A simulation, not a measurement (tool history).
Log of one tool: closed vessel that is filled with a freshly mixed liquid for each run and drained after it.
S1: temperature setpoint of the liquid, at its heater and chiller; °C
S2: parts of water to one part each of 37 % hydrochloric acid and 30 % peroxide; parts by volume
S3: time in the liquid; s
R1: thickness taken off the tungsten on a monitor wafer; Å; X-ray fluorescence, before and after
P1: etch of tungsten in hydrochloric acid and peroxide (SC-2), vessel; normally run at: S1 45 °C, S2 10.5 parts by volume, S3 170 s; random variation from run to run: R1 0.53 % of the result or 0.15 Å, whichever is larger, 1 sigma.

Run 1, hour 5.4: S1 45 °C, S2 10.5 parts by volume, S3 170 s. Result: R1 305.85 Å.
Run 2, hour 12.1: S1 35 °C, S2 10.5 parts by volume, S3 170 s. Result: R1 147.94 Å.
Run 3, hour 18.1: S1 45 °C, S2 10.5 parts by volume, S3 285 s. Result: R1 511.04 Å.
Run 4, hour 22: S1 45 °C, S2 4 parts by volume, S3 170 s. Result: R1 632.99 Å.
Run 5, hour 27.3: S1 45 °C, S2 10.5 parts by volume, S3 80 s. Result: R1 143.24 Å.
Run 6, hour 30.2: S1 45 °C, S2 16.5 parts by volume, S3 170 s. Result: R1 206.39 Å.
Run 7, hour 37: S1 45 °C, S2 10.5 parts by volume, S3 170 s. Result: R1 302.56 Å.
Run 8, hour 42: S1 45 °C, S2 10.5 parts by volume, S3 170 s. Result: R1 304.33 Å.
Run 9, hour 45.5: S1 45 °C, S2 10.5 parts by volume, S3 170 s. Result: R1 306.84 Å.
Run 10, hour 49.9: S1 58 °C, S2 10.5 parts by volume, S3 170 s. Result: R1 722.88 Å.
Run 11, hour 53.9: S1 45 °C, S2 17 parts by volume, S3 30 s. Result: R1 35.376 Å.
Run 12, hour 60.1: S1 45 °C, S2 10.5 parts by volume, S3 170 s. Result: R1 305.18 Å.
Run 13, hour 65.5: S1 45 °C, S2 10.5 parts by volume, S3 170 s. Result: R1 304.09 Å.
Run 14, hour 72: S1 45 °C, S2 10.5 parts by volume, S3 170 s. Result: R1 306.07 Å.
Run 15, hour 77.6: S1 45 °C, S2 10.5 parts by volume, S3 170 s. Result: R1 291.89 Å.
Run 16, hour 82.7: S1 45 °C, S2 10.5 parts by volume, S3 170 s. Result: R1 286.82 Å.
Run 17, hour 89.1: S1 45 °C, S2 10.5 parts by volume, S3 170 s. Result: R1 283.89 Å.
At hour 91.8: new drum of peroxide connected.
Run 18, hour 92.4: S1 45 °C, S2 10.5 parts by volume, S3 170 s. Result: R1 281.47 Å.
Run 19, hour 95.4: S1 45 °C, S2 10.5 parts by volume, S3 170 s. Result: R1 281.96 Å.
Run 20, hour 101.7: S1 45 °C, S2 10.5 parts by volume, S3 170 s. Result: R1 279.02 Å.
Run 21, hour 104.7: S1 45 °C, S2 10.5 parts by volume, S3 170 s. Result: R1 277.88 Å.
Run 22, hour 110.2: S1 45 °C, S2 10.5 parts by volume, S3 170 s. Result: R1 278.83 Å.

What P1 gives has crept away from where it was. These 2 causes fit the log equally well, each at the size given:
A: chemicals flow below the setpoint (%) = 10.1
B: liquid colder than its thermometer reads (K) = 1.32
The creep began at about hour 72.
Why every other cause is out:
peroxide weaker than its label (%): serviced at hour 91.8, which brought nothing back

4 check runs are offered, each on 3 wafers whose results are averaged, their results left as question marks. Which one tells the causes apart?
Run check 1, hour 115.7: S1 54 °C, S2 10.5 parts by volume, S3 275 s. Result: R1 ?.
Run check 2, hour 115.7: S1 38.5 °C, S2 4 parts by volume, S3 170 s. Result: R1 ?.
Run check 3, hour 115.7: S1 58 °C, S2 7.5 parts by volume, S3 170 s. Result: R1 ?.
Run check 4, hour 115.7: S1 58 °C, S2 10.5 parts by volume, S3 260 s. Result: R1 ?.

What each check would give under each cause:
  check  result    if A    if B
check 1      R1  821.97  825.26
check 2      R1  373.99  365.54
check 3      R1  869.09  869.84
check 4      R1    1005  1011.1
How far apart the two closest causes lie, in the result that separates them most: check 1 0.4 %; check 2 2.29 %; check 3 0.09 %; check 4 0.61 %
Check 2 tells the causes apart: in the others they would give nearly the same result.

Check 2 was then run and gave: R1 364.8 Å. Which cause is it?

It is B: liquid colder than its thermometer reads (K).

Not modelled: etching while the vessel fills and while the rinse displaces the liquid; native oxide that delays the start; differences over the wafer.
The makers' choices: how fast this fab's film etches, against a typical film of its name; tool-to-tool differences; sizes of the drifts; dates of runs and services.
